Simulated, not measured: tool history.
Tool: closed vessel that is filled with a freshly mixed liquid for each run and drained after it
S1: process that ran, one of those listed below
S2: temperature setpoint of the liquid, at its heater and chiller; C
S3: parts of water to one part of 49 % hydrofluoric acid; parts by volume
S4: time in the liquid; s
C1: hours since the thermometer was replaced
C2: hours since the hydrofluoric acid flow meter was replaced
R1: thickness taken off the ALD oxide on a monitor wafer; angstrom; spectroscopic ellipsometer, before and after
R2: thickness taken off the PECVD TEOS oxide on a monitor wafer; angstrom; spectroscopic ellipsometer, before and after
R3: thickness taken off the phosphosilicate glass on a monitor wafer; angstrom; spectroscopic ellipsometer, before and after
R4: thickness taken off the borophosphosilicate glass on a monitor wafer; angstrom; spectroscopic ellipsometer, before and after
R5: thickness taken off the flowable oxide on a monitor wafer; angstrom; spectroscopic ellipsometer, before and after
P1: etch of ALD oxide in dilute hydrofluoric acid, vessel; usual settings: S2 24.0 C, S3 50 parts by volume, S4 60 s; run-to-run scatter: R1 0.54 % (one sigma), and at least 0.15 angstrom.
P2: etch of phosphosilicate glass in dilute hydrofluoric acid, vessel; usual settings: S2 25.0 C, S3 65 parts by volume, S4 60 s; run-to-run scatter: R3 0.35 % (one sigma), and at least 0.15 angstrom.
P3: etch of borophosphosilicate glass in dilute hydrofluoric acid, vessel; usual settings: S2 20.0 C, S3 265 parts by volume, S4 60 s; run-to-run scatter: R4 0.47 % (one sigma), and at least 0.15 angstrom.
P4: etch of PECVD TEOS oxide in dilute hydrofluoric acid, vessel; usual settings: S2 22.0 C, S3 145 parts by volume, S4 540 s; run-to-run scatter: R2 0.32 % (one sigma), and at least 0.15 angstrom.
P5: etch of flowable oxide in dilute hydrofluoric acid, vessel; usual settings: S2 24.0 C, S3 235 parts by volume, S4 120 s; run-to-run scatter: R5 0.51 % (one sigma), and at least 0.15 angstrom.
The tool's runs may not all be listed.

run,hour,S1,S2,S3,S4,C1,C2,R1,R2,R3,R4,R5
1,11.4,P1,24.0,50,60,451.9,178.2,147.500,,,,
2,20.2,P1,24.0,50,95,460.7,187.0,231.730,,,,
3,28.2,P4,22.0,145,540,468.7,195.0,,525.04,,,
4,37.1,P2,20.0,65,60,477.6,203.9,,,1054.10,,
5,52.6,P1,24.0,50,60,493.1,219.4,145.650,,,,
6,63.6,P1,24.0,30,60,504.1,230.4,252.220,,,,
7,77.3,P3,20.0,265,110,517.8,244.1,,,,209.99,
8,93.4,P1,24.0,70,60,533.9,260.2,102.140,,,,
9,102.0,P3,20.0,265,60,542.5,268.8,,,,114.31,
10,111.2,P1,19.5,50,60,551.7,278.0,121.460,,,,
11,126.0,P5,31.0,235,120,566.5,292.8,,,,,244.790
12,141.3,P4,22.0,45,540,581.8,308.1,,1904.20,,,
13,156.1,P3,20.0,265,60,596.6,322.9,,,,115.60,
14,166.9,P4,22.0,145,295,607.4,333.7,,287.35,,,
15,181.9,P1,24.0,50,60,622.4,348.7,146.190,,,,
16,199.4,P1,28.5,70,60,639.9,366.2,122.570,,,,
17,211.6,P2,25.0,65,60,652.1,378.4,,,1287.50,,
18,220.2,P5,24.0,235,30,660.7,387.0,,,,,48.211
19,230.5,P1,19.5,20,60,671.0,397.3,315.910,,,,
20,238.4,P2,25.0,65,30,678.9,405.2,,,649.37,,
21,247.5,P5,24.0,415,120,688.0,414.3,,,,,93.103
22,261.0,P2,25.0,20,60,701.5,427.8,,,4513.50,,
23,270.4,P1,24.0,50,30,710.9,437.2,72.972,,,,
24,283.6,P3,25.0,265,60,724.1,450.4,,,,136.99,
25,291.7,P1,24.0,50,60,732.2,458.5,147.260,,,,
26,309.1,P5,24.0,235,120,749.6,475.9,,,,,192.140
27,317.9,P4,29.0,145,540,758.4,484.7,,685.83,,,
28,328.3,P3,20.0,50,60,768.8,495.1,,,,765.65,
29,338.9,P1,31.5,50,60,779.4,505.7,195.660,,,,
30,351.1,P1,24.0,50,60,791.6,517.9,145.890,,,,
31,361.6,P1,24.0,50,60,802.1,528.4,142.990,,,,
32,378.7,P1,24.0,50,60,819.2,545.5,139.860,,,,
33,391.1,P1,24.0,50,60,831.6,557.9,138.340,,,,
34,401.9,P1,24.0,50,60,842.4,568.7,138.660,,,,
35,414.4,P1,24.0,50,60,854.9,581.2,137.680,,,,
36,424.9,P1,24.0,50,60,865.4,591.7,136.410,,,,

What P1 gives has crept away from where it was. These 2 causes fit the log equally well, each at the size given:
A: liquid colder than its thermometer reads (K) = 1.56
B: hydrofluoric acid flow below the setpoint (%) = 5.85
The creep began at about hour 351.1.

4 check runs are offered, each on 2 wafers whose results are averaged, their results left as question marks. Which one tells the causes apart?
check 1,435.4,P2,22.0,65,30,,,,,?,,
check 2,435.4,P4,22.0,55,540,,,,?,,,
check 3,435.4,P5,24.0,395,120,,,,,,,?
check 4,435.4,P3,20.0,80,60,,,,,,?,

What each check would give under each cause:
check,result,if A,if B
check 1,R3,537.03,536.83
check 2,R2,1442.90,1444.00
check 3,R5,93.520,90.739
check 4,R4,429.66,429.39
How far apart the two closest causes lie, in the result that separates them most: check 1 0.04 %; check 2 0.08 %; check 3 3.02 %; check 4 0.06 %
Only check 3 tells the causes apart: in the others they would give nearly the same result.

Check 3 was then run and gave: R5 90.837 angstrom. Which cause is it?

It is B: hydrofluoric acid flow below the setpoint (%).
